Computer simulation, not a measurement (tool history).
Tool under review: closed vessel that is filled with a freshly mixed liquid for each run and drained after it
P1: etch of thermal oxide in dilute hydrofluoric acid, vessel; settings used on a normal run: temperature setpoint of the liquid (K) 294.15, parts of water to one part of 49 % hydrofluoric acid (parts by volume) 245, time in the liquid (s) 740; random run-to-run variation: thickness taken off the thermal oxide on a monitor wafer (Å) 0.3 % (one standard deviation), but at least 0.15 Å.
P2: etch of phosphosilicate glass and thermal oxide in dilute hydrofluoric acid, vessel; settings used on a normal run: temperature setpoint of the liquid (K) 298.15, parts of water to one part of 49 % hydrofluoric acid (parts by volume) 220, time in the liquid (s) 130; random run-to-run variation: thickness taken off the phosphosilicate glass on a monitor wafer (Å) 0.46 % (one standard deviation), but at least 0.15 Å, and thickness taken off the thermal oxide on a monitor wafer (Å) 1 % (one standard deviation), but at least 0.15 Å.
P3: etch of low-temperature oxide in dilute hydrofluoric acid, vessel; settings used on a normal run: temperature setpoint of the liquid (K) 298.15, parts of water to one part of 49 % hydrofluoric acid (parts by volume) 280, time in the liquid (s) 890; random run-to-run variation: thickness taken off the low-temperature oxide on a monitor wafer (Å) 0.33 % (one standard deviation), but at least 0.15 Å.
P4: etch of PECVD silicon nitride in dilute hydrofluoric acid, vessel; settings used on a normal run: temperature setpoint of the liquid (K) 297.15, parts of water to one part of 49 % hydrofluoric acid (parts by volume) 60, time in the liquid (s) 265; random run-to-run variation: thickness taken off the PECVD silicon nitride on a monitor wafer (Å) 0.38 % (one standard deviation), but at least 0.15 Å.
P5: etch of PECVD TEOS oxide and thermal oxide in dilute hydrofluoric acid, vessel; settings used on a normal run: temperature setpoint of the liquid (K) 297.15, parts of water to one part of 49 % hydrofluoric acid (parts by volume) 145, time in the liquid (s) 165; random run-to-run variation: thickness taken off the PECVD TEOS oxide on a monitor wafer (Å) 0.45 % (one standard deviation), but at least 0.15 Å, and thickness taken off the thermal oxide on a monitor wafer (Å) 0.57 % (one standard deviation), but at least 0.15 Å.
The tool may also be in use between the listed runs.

run   hour  process that ran  temperature setpoint of the liquid (K)  parts of water to one part of 49 % hydrofluoric acid (parts by volume)  time in the liquid (s)  hours since the thermometer was replaced  hours since the hydrofluoric acid flow meter was replaced  thickness taken off the thermal oxide on a monitor wafer (Å)  thickness taken off the low-temperature oxide on a monitor wafer (Å)  thickness taken off the phosphosilicate glass on a monitor wafer (Å)  thickness taken off the PECVD silicon nitride on a monitor wafer (Å)  thickness taken off the PECVD TEOS oxide on a monitor wafer (Å)
  1   13.5                P1                                  294.15                                                                     245                     740                                      1279                                                     1485.4                                                        107.49
  2   26.8                P3                                  298.15                                                                     280                     890                                    1292.3                                                     1498.7                                                                                                                               533.7
  3   35.8                P3                                  298.15                                                                     510                     890                                    1301.3                                                     1507.7                                                                                                                              237.87
  4   47.8                P2                                  298.15                                                                     220                     130                                    1313.3                                                     1519.7                                                        26.571                                                                                                                                      515.58
  5   55.1                P4                                  297.15                                                                      60                     265                                    1320.6                                                       1527                                                                                                                                                                                                                                                                          142.48
  6   65.9                P5                                  297.15                                                                     145                     165                                    1331.4                                                     1537.8                                                        48.879                                                                                                                                                                                                                                                                             96.367
  7   79.4                P3                                  302.65                                                                     280                     890                                    1344.9                                                     1551.3                                                                                                                               621.1
  8     91                P5                                  297.15                                                                     145                     165                                    1356.5                                                     1562.9                                                        48.888                                                                                                                                                                                                                                                                             96.486
  9    103                P2                                  304.15                                                                     220                     130                                    1368.5                                                     1574.9                                                        32.995                                                                                                                                      630.55
 10  114.6                P1                                  294.15                                                                     245                    1205                                    1380.1                                                     1586.5                                                         174.4
 11  122.9                P4                                  297.15                                                                      60                     265                                    1388.4                                                     1594.8                                                                                                                                                                                                                                                                          141.05
 12  129.9                P5                                  290.65                                                                     145                     165                                    1395.4                                                     1601.8                                                        37.976                                                                                                                                                                                                                                                                             74.432
     131.3  -- thermometer replaced
 13    139                P1                                  294.15                                                                     245                     740                                       7.7                                                     1610.9                                                        107.45
 14  145.8                P1                                  290.15                                                                     245                     740                                      14.5                                                     1617.7                                                        92.803
 15  154.8                P1                                  294.15                                                                     245                     740                                      23.5                                                     1626.7                                                        107.65
 16  165.6                P2                                  298.15                                                                     400                     130                                      34.3                                                     1637.5                                                        12.219                                                                                                                                       236.4
 17  174.9                P1                                  301.65                                                                     245                     740                                      43.6                                                     1646.8                                                        140.32
 18  186.7                P4                                  297.15                                                                      95                     265                                      55.4                                                     1658.6                                                                                                                                                                                                                                                                           90.22
 19  196.3                P3                                  298.15                                                                     280                     390                                        65                                                     1668.2                                                                                                                              233.37
 20  207.4                P1                                  294.15                                                                     245                     740                                      76.1                                                     1679.3                                                        107.56
 21  220.9                P1                                  294.15                                                                     430                     740                                      89.6                                                     1692.8                                                        51.909
 22  229.6                P2                                  298.15                                                                     220                     205                                      98.3                                                     1701.5                                                        42.959                                                                                                                                      815.66
 23  238.9                P5                                  297.15                                                                     145                     270                                     107.6                                                     1710.8                                                        80.648                                                                                                                                                                                                                                                                             157.86
 24  253.1                P2                                  298.15                                                                     220                     130                                     121.8                                                       1725                                                        26.373                                                                                                                                      516.77
 25  262.6                P1                                  294.15                                                                      55                     210                                     131.3                                                     1734.5                                                        166.68
 26  272.8                P4                                  297.15                                                                      60                      60                                     141.5                                                     1744.7                                                                                                                                                                                                                                                                          32.175
 27  280.7                P1                                  294.15                                                                      75                     740                                     149.4                                                     1752.6                                                        422.79
 28  295.7                P1                                  294.15                                                                     245                     145                                     164.4                                                     1767.6                                                        20.838
 29  302.7                P1                                  301.65                                                                     415                     740                                     171.4                                                     1774.6                                                        70.092
 30  317.7                P4                                  301.15                                                                      60                     265                                     186.4                                                     1789.6                                                                                                                                                                                                                                                                          183.91
 31  324.3                P5                                  297.15                                                                     215                     165                                       193                                                     1796.2                                                        30.204                                                                                                                                                                                                                                                                             60.413
 32  335.5                P1                                  294.15                                                                     245                     740                                     204.2                                                     1807.4                                                        107.38
 33  342.5                P1                                  294.15                                                                     245                     740                                     211.2                                                     1814.4                                                         105.3
 34  355.7                P1                                  294.15                                                                     245                     740                                     224.4                                                     1827.6                                                        102.38
 35    368                P1                                  294.15                                                                     245                     740                                     236.7                                                     1839.9                                                         101.3
 36  379.7                P1                                  294.15                                                                     245                     740                                     248.4                                                     1851.6                                                        100.21
 37  392.5                P1                                  294.15                                                                     245                     740                                     261.2                                                     1864.4                                                        99.736
 38  402.1                P1                                  294.15                                                                     245                     740                                     270.8                                                       1874                                                        100.08
 39  416.6                P1                                  294.15                                                                     245                     740                                     285.3                                                     1888.5                                                        99.043
 40  423.4                P1                                  294.15                                                                     245                     740                                     292.1                                                     1895.3                                                        99.302

What P1 gives has crept off from where it sat before. The 2 causes that follow fit the log equally well, each at the size noted:
A: hydrofluoric acid flow below the setpoint (%) = 6.24
B: liquid colder than its thermometer reads (K) = 2.13
The gradual shift began around hour 335.5.

Below are 4 check runs, each on a single wafer, with their results shown as question marks. Which of them would tell the listed causes apart, meaning the causes would give clearly different results under it?
check 1  430.2                P3                                  298.15                                                                     280                     890                                                                                                                                                                                                                                        ?
check 2  430.2                P2                                  298.15                                                                     220                     130                                                                                                                                                                  ?                                                                                                                                           ?
check 3  430.2                P5                                  297.15                                                                     145                     165                                                                                                                                                                  ?                                                                                                                                                                                                                                                                                  ?
check 4  430.2                P4                                  297.15                                                                      60                     265                                                                                                                                                                                                                                                                                                                                                                                    ?

Predicted outcomes, by check and by cause:
  check                                                                result    if A    if B
check 1  thickness taken off the low-temperature oxide on a monitor wafer (Å)  492.42  496.46
check 2          thickness taken off the thermal oxide on a monitor wafer (Å)  25.003   25.06
check 2  thickness taken off the phosphosilicate glass on a monitor wafer (Å)  476.19  477.27
check 3          thickness taken off the thermal oxide on a monitor wafer (Å)  45.725  45.401
check 3       thickness taken off the PECVD TEOS oxide on a monitor wafer (Å)  89.469  88.834
check 4  thickness taken off the PECVD silicon nitride on a monitor wafer (Å)  133.09  122.75
Distance between the nearest two causes, measured in the result of the check that separates them most: check 1 0.82 %; check 2 0.23 %; check 3 0.71 %; check 4 8.09 %
The other checks would show nearly matching results whichever cause is true, so check 4 is the only one that separates the causes.

With check 4 done, the readings were: thickness taken off the PECVD silicon nitride on a monitor wafer (Å) 132.91. Identify which of the listed causes applies.

The correct cause is A, namely: hydrofluoric acid flow below the setpoint (%).
